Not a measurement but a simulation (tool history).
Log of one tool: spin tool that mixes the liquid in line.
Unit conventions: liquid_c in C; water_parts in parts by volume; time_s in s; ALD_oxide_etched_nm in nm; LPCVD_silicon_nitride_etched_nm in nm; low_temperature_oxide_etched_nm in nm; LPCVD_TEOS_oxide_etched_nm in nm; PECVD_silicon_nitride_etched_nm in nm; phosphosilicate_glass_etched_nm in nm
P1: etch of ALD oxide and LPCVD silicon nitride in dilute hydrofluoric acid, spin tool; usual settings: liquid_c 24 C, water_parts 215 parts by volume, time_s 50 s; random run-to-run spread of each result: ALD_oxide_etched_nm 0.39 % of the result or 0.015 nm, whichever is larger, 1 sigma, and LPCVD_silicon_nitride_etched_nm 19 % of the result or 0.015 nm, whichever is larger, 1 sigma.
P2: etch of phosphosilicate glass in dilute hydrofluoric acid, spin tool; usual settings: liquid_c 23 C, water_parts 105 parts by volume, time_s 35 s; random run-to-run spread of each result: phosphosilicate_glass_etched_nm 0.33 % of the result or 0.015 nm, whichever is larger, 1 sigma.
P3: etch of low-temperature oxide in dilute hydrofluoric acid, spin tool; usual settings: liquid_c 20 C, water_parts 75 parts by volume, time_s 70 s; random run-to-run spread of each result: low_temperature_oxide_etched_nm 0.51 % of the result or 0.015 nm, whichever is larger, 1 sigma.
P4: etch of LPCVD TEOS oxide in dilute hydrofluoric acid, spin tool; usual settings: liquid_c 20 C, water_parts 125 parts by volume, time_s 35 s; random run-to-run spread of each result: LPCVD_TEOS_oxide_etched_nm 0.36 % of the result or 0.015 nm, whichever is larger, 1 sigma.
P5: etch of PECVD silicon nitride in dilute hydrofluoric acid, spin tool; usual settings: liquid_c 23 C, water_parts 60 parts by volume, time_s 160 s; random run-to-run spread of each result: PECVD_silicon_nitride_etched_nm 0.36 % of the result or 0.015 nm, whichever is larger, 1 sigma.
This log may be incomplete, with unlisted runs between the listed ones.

| run | hour | process | liquid_c | water_parts | time_s | hours since the thermometer was replaced | hours since the hydrofluoric acid flow meter was replaced | ALD_oxide_etched_nm | LPCVD_silicon_nitride_etched_nm | low_temperature_oxide_etched_nm | LPCVD_TEOS_oxide_etched_nm | PECVD_silicon_nitride_etched_nm | phosphosilicate_glass_etched_nm |
|---|---|---|---|---|---|---|---|---|---|---|---|---|---|
| 1 | 10.5 | P1 | 24 | 215 | 50 | 490.3 | 388.8 | 5.5181 | 0.1208 |  |  |  |  |
| 2 | 18.3 | P3 | 20 | 75 | 135 | 498.1 | 396.6 |  |  | 36.583 |  |  |  |
| 3 | 28.3 | P1 | 24 | 215 | 50 | 508.1 | 406.6 | 5.5143 | 0.079168 |  |  |  |  |
| 4 | 34.6 | P1 | 17 | 215 | 50 | 514.4 | 412.9 | 4.2152 | 0.080981 |  |  |  |  |
| 5 | 45.9 | P4 | 20 | 225 | 35 | 525.7 | 424.2 |  |  |  | 4.4279 |  |  |
|  | 55 | hydrofluoric acid flow meter replaced |
| 6 | 59.6 | P5 | 23 | 60 | 160 | 539.4 | 4.7 |  |  |  |  | 13.788 |  |
| 7 | 72.5 | P2 | 17 | 105 | 35 | 552.3 | 17.6 |  |  |  |  |  | 41.928 |
| 8 | 82 | P2 | 23 | 105 | 35 | 561.8 | 27.1 |  |  |  |  |  | 53.944 |
| 9 | 93.4 | P1 | 24 | 120 | 50 | 573.2 | 38.5 | 10.962 | 0.15763 |  |  |  |  |
| 10 | 102.1 | P1 | 24 | 130 | 80 | 581.9 | 47.2 | 16.088 | 0.30581 |  |  |  |  |
| 11 | 114.2 | P1 | 24 | 295 | 50 | 594 | 59.3 | 3.7076 | 0.12297 |  |  |  |  |
| 12 | 127.3 | P1 | 30.5 | 120 | 50 | 607.1 | 72.4 | 14.087 | 0.28111 |  |  |  |  |
| 13 | 136.8 | P1 | 17 | 75 | 50 | 616.6 | 81.9 | 13.911 | 0.25411 |  |  |  |  |
| 14 | 146.4 | P3 | 20 | 20 | 70 | 626.2 | 91.5 |  |  | 77.346 |  |  |  |
| 15 | 156.1 | P5 | 23 | 60 | 30 | 635.9 | 101.2 |  |  |  |  | 2.5598 |  |
| 16 | 164.9 | P5 | 23 | 20 | 160 | 644.7 | 110 |  |  |  |  | 39.803 |  |
| 17 | 171.8 | P1 | 32.5 | 215 | 50 | 651.6 | 116.9 | 7.3922 | 0.17936 |  |  |  |  |
| 18 | 183.2 | P5 | 19 | 60 | 160 | 663 | 128.3 |  |  |  |  | 10.485 |  |
| 19 | 189.9 | P4 | 20 | 125 | 35 | 669.7 | 135 |  |  |  | 8.8147 |  |  |
| 20 | 202.4 | P4 | 17 | 125 | 35 | 682.2 | 147.5 |  |  |  | 7.7627 |  |  |
| 21 | 208.5 | P3 | 20 | 75 | 70 | 688.3 | 153.6 |  |  | 19.093 |  |  |  |
| 22 | 216.6 | P1 | 24 | 215 | 50 | 696.4 | 161.7 | 5.5352 | 0.14261 |  |  |  |  |
| 23 | 226.7 | P2 | 23 | 105 | 60 | 706.5 | 171.8 |  |  |  |  |  | 92.27 |
| 24 | 235.8 | P1 | 24 | 215 | 15 | 715.6 | 180.9 | 1.6619 | 0.021604 |  |  |  |  |
| 25 | 245.7 | P2 | 23 | 185 | 35 | 725.5 | 190.8 |  |  |  |  |  | 27.867 |
| 26 | 254 | P2 | 23 | 105 | 35 | 733.8 | 199.1 |  |  |  |  |  | 53.897 |
|  | 259.2 | thermometer replaced |
| 27 | 259.9 | P3 | 20 | 75 | 70 | 0.8 | 205 |  |  | 19.104 |  |  |  |
| 28 | 267.9 | P1 | 24 | 215 | 85 | 8.8 | 213 | 9.388 | 0.25997 |  |  |  |  |
| 29 | 274.8 | P5 | 23 | 60 | 160 | 15.7 | 219.9 |  |  |  |  | 13.747 |  |
| 30 | 283.3 | P3 | 23.5 | 75 | 70 | 24.2 | 228.4 |  |  | 22.002 |  |  |  |
| 31 | 294.9 | P1 | 24 | 215 | 50 | 35.8 | 240 | 5.5481 | 0.082735 |  |  |  |  |
| 32 | 306.8 | P4 | 20 | 125 | 15 | 47.7 | 251.9 |  |  |  | 3.7919 |  |  |
| 33 | 314.8 | P1 | 24 | 215 | 50 | 55.7 | 259.9 | 5.5122 | 0.12102 |  |  |  |  |
| 34 | 320.8 | P1 | 24 | 215 | 50 | 61.7 | 265.9 | 5.3936 | 0.12375 |  |  |  |  |
| 35 | 333.4 | P1 | 24 | 215 | 50 | 74.3 | 278.5 | 5.3198 | 0.14303 |  |  |  |  |
| 36 | 342 | P1 | 24 | 215 | 50 | 82.9 | 287.1 | 5.2585 | 0.12465 |  |  |  |  |
| 37 | 352.5 | P1 | 24 | 215 | 50 | 93.4 | 297.6 | 5.282 | 0.13223 |  |  |  |  |
| 38 | 363.4 | P1 | 24 | 215 | 50 | 104.3 | 308.5 | 5.2614 | 0.099152 |  |  |  |  |
| 39 | 376.3 | P1 | 24 | 215 | 50 | 117.2 | 321.4 | 5.2394 | 0.083119 |  |  |  |  |

Something has made what P1 gives creep away from where it was; the 2 causes below, each at its own stated size, fit the log equally well:
A: liquid colder than its thermometer reads (K) = 1.41
B: hydrofluoric acid flow below the setpoint (%) = 4.12
The onset of the drift is placed at about hour 314.8.

Which of the 4 check runs listed below separates the causes, so that each cause would produce a clearly different result? Each run uses one wafer, and its results are marked with question marks.
| check 1 | 389.2 | P5 | 19 | 20 | 160 |  |  |  |  |  |  | ? |  |
| check 2 | 389.2 | P2 | 23 | 175 | 60 |  |  |  |  |  |  |  | ? |
| check 3 | 389.2 | P4 | 17 | 125 | 20 |  |  |  |  |  | ? |  |  |
| check 4 | 389.2 | P3 | 23 | 75 | 130 |  |  |  |  | ? |  |  |  |

Outcome of each check run for each possible cause:
| check | result | if A | if B |
|---|---|---|---|
| check 1 | PECVD_silicon_nitride_etched_nm | 27.228 | 28.93 |
| check 2 | phosphosilicate_glass_etched_nm | 48.436 | 48.619 |
| check 3 | LPCVD_TEOS_oxide_etched_nm | 4.1997 | 4.2487 |
| check 4 | low_temperature_oxide_etched_nm | 37.845 | 38.29 |
Per-check spread between the two closest causes, in the result where they differ most: check 1 6.06 %; check 2 0.38 %; check 3 1.16 %; check 4 1.17 %
The causes can be told apart only by check 1. The other checks would give nearly the same results under each of them.

Check 1 was then run and gave: PECVD_silicon_nitride_etched_nm 27.206 nm. Which cause is it?

It is A: liquid colder than its thermometer reads (K).

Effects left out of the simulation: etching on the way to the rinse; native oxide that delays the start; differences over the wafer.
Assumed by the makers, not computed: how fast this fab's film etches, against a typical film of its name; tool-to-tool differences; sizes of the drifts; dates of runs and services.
